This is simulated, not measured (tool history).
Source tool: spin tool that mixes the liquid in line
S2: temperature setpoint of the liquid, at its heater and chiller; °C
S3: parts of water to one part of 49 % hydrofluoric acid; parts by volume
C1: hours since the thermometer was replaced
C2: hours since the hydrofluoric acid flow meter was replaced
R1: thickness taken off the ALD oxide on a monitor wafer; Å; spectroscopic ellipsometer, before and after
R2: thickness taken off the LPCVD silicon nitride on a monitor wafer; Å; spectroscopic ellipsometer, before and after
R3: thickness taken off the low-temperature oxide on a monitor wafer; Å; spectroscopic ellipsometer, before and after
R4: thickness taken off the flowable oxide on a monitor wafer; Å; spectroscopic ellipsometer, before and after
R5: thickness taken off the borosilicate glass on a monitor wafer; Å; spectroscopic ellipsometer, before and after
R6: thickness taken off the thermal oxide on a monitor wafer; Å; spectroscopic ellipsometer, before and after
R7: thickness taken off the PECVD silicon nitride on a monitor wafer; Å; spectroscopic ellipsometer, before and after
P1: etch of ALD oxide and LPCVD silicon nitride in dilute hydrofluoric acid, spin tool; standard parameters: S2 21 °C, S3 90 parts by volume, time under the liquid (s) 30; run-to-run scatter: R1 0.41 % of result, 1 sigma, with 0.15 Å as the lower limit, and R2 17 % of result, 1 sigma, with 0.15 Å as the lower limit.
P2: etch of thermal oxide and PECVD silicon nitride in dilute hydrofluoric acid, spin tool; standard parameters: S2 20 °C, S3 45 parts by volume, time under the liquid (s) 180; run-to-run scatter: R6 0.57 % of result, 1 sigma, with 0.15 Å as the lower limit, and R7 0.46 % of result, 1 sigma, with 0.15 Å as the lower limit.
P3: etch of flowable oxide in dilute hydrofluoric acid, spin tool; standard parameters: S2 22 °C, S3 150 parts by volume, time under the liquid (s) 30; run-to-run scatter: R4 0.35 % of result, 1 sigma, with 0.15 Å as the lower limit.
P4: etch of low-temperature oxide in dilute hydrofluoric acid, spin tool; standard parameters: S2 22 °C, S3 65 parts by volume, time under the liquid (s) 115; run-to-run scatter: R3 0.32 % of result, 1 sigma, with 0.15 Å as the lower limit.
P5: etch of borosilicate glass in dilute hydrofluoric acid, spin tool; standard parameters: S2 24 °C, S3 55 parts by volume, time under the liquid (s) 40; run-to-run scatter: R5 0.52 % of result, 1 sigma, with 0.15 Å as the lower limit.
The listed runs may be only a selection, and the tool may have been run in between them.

run 1 hour=9.2 | process_that_ran=P1 S2=21 S3=90 time_under_the_liquid_(s)=30 | C1=981.3 C2=991.4 | R1=78.242 R2=1.254
run 2 hour=15.5 | process_that_ran=P4 S2=22 S3=65 time_under_the_liquid_(s)=115 | C1=987.6 C2=997.7 | R3=386.17
run 3 hour=22.7 | process_that_ran=P1 S2=21 S3=90 time_under_the_liquid_(s)=30 | C1=994.8 C2=1004.9 | R1=77.904 R2=0.62203
run 4 hour=29.6 | process_that_ran=P1 S2=26 S3=90 time_under_the_liquid_(s)=30 | C1=1001.7 C2=1011.8 | R1=94.361 R2=1.8322
run 5 hour=34.4 | process_that_ran=P1 S2=21 S3=155 time_under_the_liquid_(s)=30 | C1=1006.5 C2=1016.6 | R1=42.178 R2=0.61593
run 6 hour=44.2 | process_that_ran=P3 S2=22 S3=85 time_under_the_liquid_(s)=30 | C1=1016.3 C2=1026.4 | R4=185.91
run 7 hour=50 | process_that_ran=P5 S2=24 S3=55 time_under_the_liquid_(s)=65 | C1=1022.1 C2=1032.2 | R5=446.39
run 8 hour=58.5 | process_that_ran=P2 S2=20 S3=45 time_under_the_liquid_(s)=180 | C1=1030.6 C2=1040.7 | R6=164.45 R7=169.03
run 9 hour=67.8 | process_that_ran=P1 S2=21 S3=90 time_under_the_liquid_(s)=15 | C1=1039.9 C2=1050 | R1=38.908 R2=0.60027
run 10 hour=73.7 | process_that_ran=P1 S2=17 S3=90 time_under_the_liquid_(s)=30 | C1=1045.8 C2=1055.9 | R1=65.861 R2=1.0654
run 11 hour=78.3 | process_that_ran=P4 S2=30 S3=65 time_under_the_liquid_(s)=115 | C1=1050.4 C2=1060.5 | R3=531.61
run 12 hour=83.4 | process_that_ran=P1 S2=21 S3=120 time_under_the_liquid_(s)=50 | C1=1055.5 C2=1065.6 | R1=94.262 R2=0.92573
run 13 hour=91 | process_that_ran=P1 S2=21 S3=45 time_under_the_liquid_(s)=30 | C1=1063.1 C2=1073.2 | R1=162.78 R2=1.9079
run 14 hour=99.2 | process_that_ran=P5 S2=24 S3=100 time_under_the_liquid_(s)=40 | C1=1071.3 C2=1081.4 | R5=142.87
run 15 hour=106.4 | process_that_ran=P2 S2=20 S3=20 time_under_the_liquid_(s)=180 | C1=1078.5 C2=1088.6 | R6=382.53 R7=366.66
run 16 hour=115.9 | process_that_ran=P5 S2=17 S3=55 time_under_the_liquid_(s)=40 | C1=1088 C2=1098.1 | R5=204.39
run 17 hour=122.3 | process_that_ran=P5 S2=24 S3=55 time_under_the_liquid_(s)=40 | C1=1094.4 C2=1104.5 | R5=275.42
run 18 hour=131.8 | process_that_ran=P3 S2=17 S3=150 time_under_the_liquid_(s)=30 | C1=1103.9 C2=1114 | R4=80.548
run 19 hour=138.5 | process_that_ran=P2 S2=20 S3=45 time_under_the_liquid_(s)=100 | C1=1110.6 C2=1120.7 | R6=91.769 R7=93.015
run 20 hour=145.7 | process_that_ran=P1 S2=21 S3=90 time_under_the_liquid_(s)=30 | C1=1117.8 C2=1127.9 | R1=77.195 R2=1.2879
run 21 hour=151.2 | process_that_ran=P2 S2=17 S3=45 time_under_the_liquid_(s)=180 | C1=1123.3 C2=1133.4 | R6=145.03 R7=136.21
run 22 hour=156.8 | process_that_ran=P4 S2=22 S3=65 time_under_the_liquid_(s)=115 | C1=1128.9 C2=1139 | R3=387.63
run 23 hour=162.3 | process_that_ran=P1 S2=21 S3=90 time_under_the_liquid_(s)=55 | C1=1134.4 C2=1144.5 | R1=142.31 R2=2.5932
run 24 hour=169.6 | process_that_ran=P3 S2=22 S3=150 time_under_the_liquid_(s)=30 | C1=1141.7 C2=1151.8 | R4=97.587
run 25 hour=179.3 | process_that_ran=P4 S2=22 S3=20 time_under_the_liquid_(s)=115 | C1=1151.4 C2=1161.5 | R3=1320.6
run 26 hour=184 | process_that_ran=P1 S2=21 S3=90 time_under_the_liquid_(s)=30 | C1=1156.1 C2=1166.2 | R1=77.39 R2=1.1554
run 27 hour=193.7 | process_that_ran=P1 S2=21 S3=90 time_under_the_liquid_(s)=30 | C1=1165.8 C2=1175.9 | R1=77.43 R2=1.6791
run 28 hour=200.8 | process_that_ran=P1 S2=21 S3=145 time_under_the_liquid_(s)=55 | C1=1172.9 C2=1183 | R1=82.844 R2=1.4291
run 29 hour=210.1 | process_that_ran=P3 S2=22 S3=150 time_under_the_liquid_(s)=15 | C1=1182.2 C2=1192.3 | R4=49.306
run 30 hour=219.3 | process_that_ran=P4 S2=22 S3=65 time_under_the_liquid_(s)=50 | C1=1191.4 C2=1201.5 | R3=167.01
run 31 hour=224.5 | process_that_ran=P2 S2=20 S3=45 time_under_the_liquid_(s)=180 | C1=1196.6 C2=1206.7 | R6=165.6 R7=168.39
run 32 hour=231.9 | process_that_ran=P1 S2=21 S3=90 time_under_the_liquid_(s)=30 | C1=1204 C2=1214.1 | R1=77.549 R2=1.6842
run 33 hour=240.5 | process_that_ran=P1 S2=21 S3=90 time_under_the_liquid_(s)=30 | C1=1212.6 C2=1222.7 | R1=74.59 R2=1.3232
run 34 hour=246 | process_that_ran=P1 S2=21 S3=90 time_under_the_liquid_(s)=30 | C1=1218.1 C2=1228.2 | R1=73.901 R2=1.3305
run 35 hour=254.2 | process_that_ran=P1 S2=21 S3=90 time_under_the_liquid_(s)=30 | C1=1226.3 C2=1236.4 | R1=72.756 R2=1.0852
run 36 hour=261.5 | process_that_ran=P1 S2=21 S3=90 time_under_the_liquid_(s)=30 | C1=1233.6 C2=1243.7 | R1=72.137 R2=1.1948
run 37 hour=268.3 | process_that_ran=P1 S2=21 S3=90 time_under_the_liquid_(s)=30 | C1=1240.4 C2=1250.5 | R1=72.459 R2=1.3727
run 38 hour=275.6 | process_that_ran=P1 S2=21 S3=90 time_under_the_liquid_(s)=30 | C1=1247.7 C2=1257.8 | R1=72.884 R2=1.2518

The log shows P1 creeping away from where it was. Any of the 2 causes listed here, at the size stated for it, fits the log just as well as the others:
A: liquid colder than its thermometer reads (K) = 1.7
B: hydrofluoric acid flow below the setpoint (%) = 6.13
At approximately hour 231.9, the process output began to creep.

The check runs listed below each take one wafer, and their results are still question marks. Under which run would the listed causes lead to clearly different results?
run check 1 hour=282.9 | process_that_ran=P5 S2=24 S3=55 time_under_the_liquid_(s)=40 | R5=?
run check 2 hour=282.9 | process_that_ran=P2 S2=20 S3=45 time_under_the_liquid_(s)=180 | R6=? R7=?
run check 3 hour=282.9 | process_that_ran=P3 S2=22 S3=150 time_under_the_liquid_(s)=30 | R4=?
run check 4 hour=282.9 | process_that_ran=P4 S2=22 S3=65 time_under_the_liquid_(s)=115 | R3=?

Expected result of each check under each candidate cause:
check=check_1 result=R5 if_A=256.03 if_B=256.59
check=check_2 result=R6 if_A=153.42 if_B=154.36
check=check_2 result=R7 if_A=149.77 if_B=158.66
check=check_3 result=R4 if_A=91.555 if_B=90.913
check=check_4 result=R3 if_A=359.52 if_B=360.38
Distance between the nearest two causes, measured in the result of the check that separates them most: check 1 0.22 %; check 2 5.76 %; check 3 0.7 %; check 4 0.24 %
Only check 2 tells the causes apart: in the others they would give nearly the same result.

Then check 2 was run and gave: R6 156.2 Å; R7 157.9 Å. Which cause is it?

B is the cause: hydrofluoric acid flow below the setpoint (%).

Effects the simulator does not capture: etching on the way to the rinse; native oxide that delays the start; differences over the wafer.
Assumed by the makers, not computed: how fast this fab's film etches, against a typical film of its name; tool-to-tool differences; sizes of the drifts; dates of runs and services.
